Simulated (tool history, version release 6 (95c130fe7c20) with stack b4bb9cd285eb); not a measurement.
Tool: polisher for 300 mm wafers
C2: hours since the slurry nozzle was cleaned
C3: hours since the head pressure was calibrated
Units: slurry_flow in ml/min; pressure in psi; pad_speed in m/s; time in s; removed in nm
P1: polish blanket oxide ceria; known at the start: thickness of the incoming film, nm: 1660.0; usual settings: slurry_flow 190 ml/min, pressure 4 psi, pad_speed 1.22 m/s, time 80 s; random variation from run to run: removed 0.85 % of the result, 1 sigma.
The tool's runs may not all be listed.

run 1 day=0.638 | slurry_flow=190 pressure=4 pad_speed=1.22 time=80 | wafers_polished_on_this_pad=228 C2=276.1 C3=208.5 | removed=591.8
run 2 day=1.171 | slurry_flow=190 pressure=4 pad_speed=0.74 time=80 | wafers_polished_on_this_pad=370 C2=288.9 C3=221.3 | removed=365
run 3 day=1.65 | slurry_flow=240 pressure=4 pad_speed=1.22 time=80 | wafers_polished_on_this_pad=499 C2=300.4 C3=232.8 | removed=604.83
run 4 day=2.358 | slurry_flow=115 pressure=4 pad_speed=1.22 time=80 | wafers_polished_on_this_pad=689 C2=317.4 C3=249.8 | removed=544.62
run 5 day=2.812 | slurry_flow=190 pressure=4 pad_speed=1.22 time=80 | wafers_polished_on_this_pad=810 C2=328.3 C3=260.7 | removed=593.4
run 6 day=3.25 | slurry_flow=190 pressure=2.4 pad_speed=1.22 time=80 | wafers_polished_on_this_pad=928 C2=338.8 C3=271.2 | removed=359.54
run 7 day=3.883 | slurry_flow=190 pressure=6.1 pad_speed=1.22 time=80 | wafers_polished_on_this_pad=1097 C2=354 C3=286.4 | removed=904.78
run 8 day=4.492 | slurry_flow=190 pressure=2.7 pad_speed=1.74 time=80 | wafers_polished_on_this_pad=1260 C2=368.6 C3=301 | removed=566.03
run 9 day=4.896 | slurry_flow=190 pressure=4 pad_speed=1.22 time=52 | wafers_polished_on_this_pad=1369 C2=378.3 C3=310.7 | removed=380.41
run 10 day=5.575 | slurry_flow=190 pressure=2.4 pad_speed=0.9 time=80 | wafers_polished_on_this_pad=1551 C2=394.6 C3=327 | removed=256.95
run 11 day=6.225 | slurry_flow=115 pressure=5.4 pad_speed=1.22 time=80 | wafers_polished_on_this_pad=1725 C2=410.2 C3=342.6 | removed=728.84
run 12 day=6.871 | slurry_flow=190 pressure=4 pad_speed=1.22 time=80 | wafers_polished_on_this_pad=1898 C2=425.7 C3=358.1 | removed=581.85
run 13 day=7.304 | slurry_flow=190 pressure=4 pad_speed=1.22 time=80 | wafers_polished_on_this_pad=2014 C2=436.1 C3=368.5 | removed=589.78
run 14 day=7.921 | slurry_flow=190 pressure=4 pad_speed=1.22 time=80 | wafers_polished_on_this_pad=2179 C2=450.9 C3=383.3 | removed=586.89
run 15 day=8.25 | slurry_flow=190 pressure=4 pad_speed=1.22 time=110 | wafers_polished_on_this_pad=2267 C2=458.8 C3=391.2 | removed=803.84
run 16 day=8.571 | slurry_flow=190 pressure=4 pad_speed=1.22 time=80 | wafers_polished_on_this_pad=2353 C2=466.5 C3=398.9 | removed=587.79
run 17 day=9.079 | slurry_flow=190 pressure=4 pad_speed=1.54 time=80 | wafers_polished_on_this_pad=2490 C2=478.7 C3=411.1 | removed=743.25
run 18 day=9.738 | slurry_flow=190 pressure=4 pad_speed=1.22 time=80 | wafers_polished_on_this_pad=2666 C2=494.5 C3=426.9 | removed=583.91
run 19 day=10.138 | slurry_flow=190 pressure=4 pad_speed=1.22 time=80 | wafers_polished_on_this_pad=2773 C2=504.1 C3=436.5 | removed=582.04
run 20 day=10.762 | slurry_flow=190 pressure=4 pad_speed=1.22 time=80 | wafers_polished_on_this_pad=2941 C2=519.1 C3=451.5 | removed=567.61
run 21 day=11.296 | slurry_flow=190 pressure=4 pad_speed=1.22 time=80 | wafers_polished_on_this_pad=3084 C2=531.9 C3=464.3 | removed=554.01
run 22 day=11.988 | slurry_flow=190 pressure=4 pad_speed=1.22 time=80 | wafers_polished_on_this_pad=3269 C2=548.5 C3=480.9 | removed=551.92
-- day=12.004 worn pad replaced by a new one
run 23 day=12.583 | slurry_flow=190 pressure=4 pad_speed=1.22 time=80 | wafers_polished_on_this_pad=156 C2=562.8 C3=495.2 | removed=560.31
run 24 day=13.075 | slurry_flow=190 pressure=4 pad_speed=1.22 time=80 | wafers_polished_on_this_pad=287 C2=574.6 C3=507 | removed=555.43
run 25 day=13.562 | slurry_flow=190 pressure=4 pad_speed=1.22 time=80 | wafers_polished_on_this_pad=418 C2=586.3 C3=518.7 | removed=555.91

What P1 gives has crept away from where it was. These 2 causes fit the log equally well, each at the size given:
A: slurry flow missing at the pad, % = 32.2
B: head's pressure below its setpoint, % = 6.22
The creep began at about day 9.738.
Why every other cause is out:
removal rate lost through wear of the pad, %: serviced at day 12.004, which brought nothing back

4 check runs are offered, each on 3 wafers whose results are averaged, their results left as question marks. Which one tells the causes apart?
run check 1 day=14.05 | slurry_flow=190 pressure=4 pad_speed=1.5 time=80 | removed=?
run check 2 day=14.05 | slurry_flow=190 pressure=4 pad_speed=1.52 time=80 | removed=?
run check 3 day=14.05 | slurry_flow=115 pressure=4 pad_speed=1.22 time=80 | removed=?
run check 4 day=14.05 | slurry_flow=190 pressure=5.1 pad_speed=1.22 time=80 | removed=?

What each check would give under each cause:
check=check_1 result=removed if_A=680.91 if_B=680.94
check=check_2 result=removed if_A=689.99 if_B=690.02
check=check_3 result=removed if_A=488.95 if_B=507.29
check=check_4 result=removed if_A=706.1 if_B=706.14
How far apart the two closest causes lie, in the result that separates them most: check 1 0 %; check 2 0 %; check 3 3.68 %; check 4 0 %
Only check 3 tells the causes apart: in the others they would give nearly the same result.

Check 3 was then run and gave: removed 506.9 nm. Which cause is it?

It is B: head's pressure below its setpoint, %.
